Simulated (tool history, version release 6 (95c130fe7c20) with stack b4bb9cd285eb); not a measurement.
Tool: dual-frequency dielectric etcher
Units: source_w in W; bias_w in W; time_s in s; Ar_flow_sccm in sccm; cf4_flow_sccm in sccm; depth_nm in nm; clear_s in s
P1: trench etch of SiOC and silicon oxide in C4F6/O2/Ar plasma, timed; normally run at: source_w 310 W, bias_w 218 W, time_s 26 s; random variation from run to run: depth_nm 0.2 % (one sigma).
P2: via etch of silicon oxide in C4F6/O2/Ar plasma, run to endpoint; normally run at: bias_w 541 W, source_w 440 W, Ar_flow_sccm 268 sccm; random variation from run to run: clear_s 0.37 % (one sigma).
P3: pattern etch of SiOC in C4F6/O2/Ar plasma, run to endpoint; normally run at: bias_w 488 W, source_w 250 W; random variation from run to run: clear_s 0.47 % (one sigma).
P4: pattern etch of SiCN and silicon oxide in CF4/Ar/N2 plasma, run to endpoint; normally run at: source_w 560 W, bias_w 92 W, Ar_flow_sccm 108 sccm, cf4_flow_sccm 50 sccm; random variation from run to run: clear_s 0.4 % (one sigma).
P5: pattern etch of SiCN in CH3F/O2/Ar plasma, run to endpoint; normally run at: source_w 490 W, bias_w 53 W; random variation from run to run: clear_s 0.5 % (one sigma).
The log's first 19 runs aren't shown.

run,day,process,source_w,bias_w,time_s,Ar_flow_sccm,cf4_flow_sccm,hours since the last wet clean,hours since the last source power generator calibration,hours since the last bias power generator calibration,depth_nm,clear_s
20,9.35,P1,310,283,26,,,382.4,1995.7,789.8,54.056,
21,9.95,P1,420,218,26,,,396.8,2010.1,804.2,55.283,
22,10.442,P5,300,53,,,,408.6,2021.9,816,,28.93
23,10.962,P5,490,53,,,,421.1,2034.4,828.5,,23.64
24,11.471,P3,250,488,,,,433.3,2046.6,840.7,,15.643
25,11.883,P4,560,92,,108,50,443.2,2056.5,850.6,,15.855
26,12.371,P1,310,218,26,,,454.9,2068.2,862.3,49.359,
# day 12.692: wet clean of the chamber
27,12.854,P4,560,92,,108,31,3.9,2079.8,873.9,,17.079
28,13.412,P4,730,92,,108,50,17.3,2093.2,887.3,,12.534
29,13.8,P4,560,92,,66,50,26.6,2102.5,896.6,,14.703
30,14.375,P1,310,136,26,,,40.4,2116.3,910.4,42.402,
31,15.029,P3,200,488,,,,56.1,2132,926.1,,16.935
32,15.338,P4,560,57,,108,50,63.5,2139.4,933.5,,18.757
33,15.771,P1,310,218,26,,,73.9,2149.8,943.9,49.37,
34,16.279,P1,310,218,26,,,86.1,2162,956.1,48.993,

Forecast run 35:
35,16.6,P1,310,218,26,,,93.8,2169.7,963.8,?,

depth_nm: 48.722 nm

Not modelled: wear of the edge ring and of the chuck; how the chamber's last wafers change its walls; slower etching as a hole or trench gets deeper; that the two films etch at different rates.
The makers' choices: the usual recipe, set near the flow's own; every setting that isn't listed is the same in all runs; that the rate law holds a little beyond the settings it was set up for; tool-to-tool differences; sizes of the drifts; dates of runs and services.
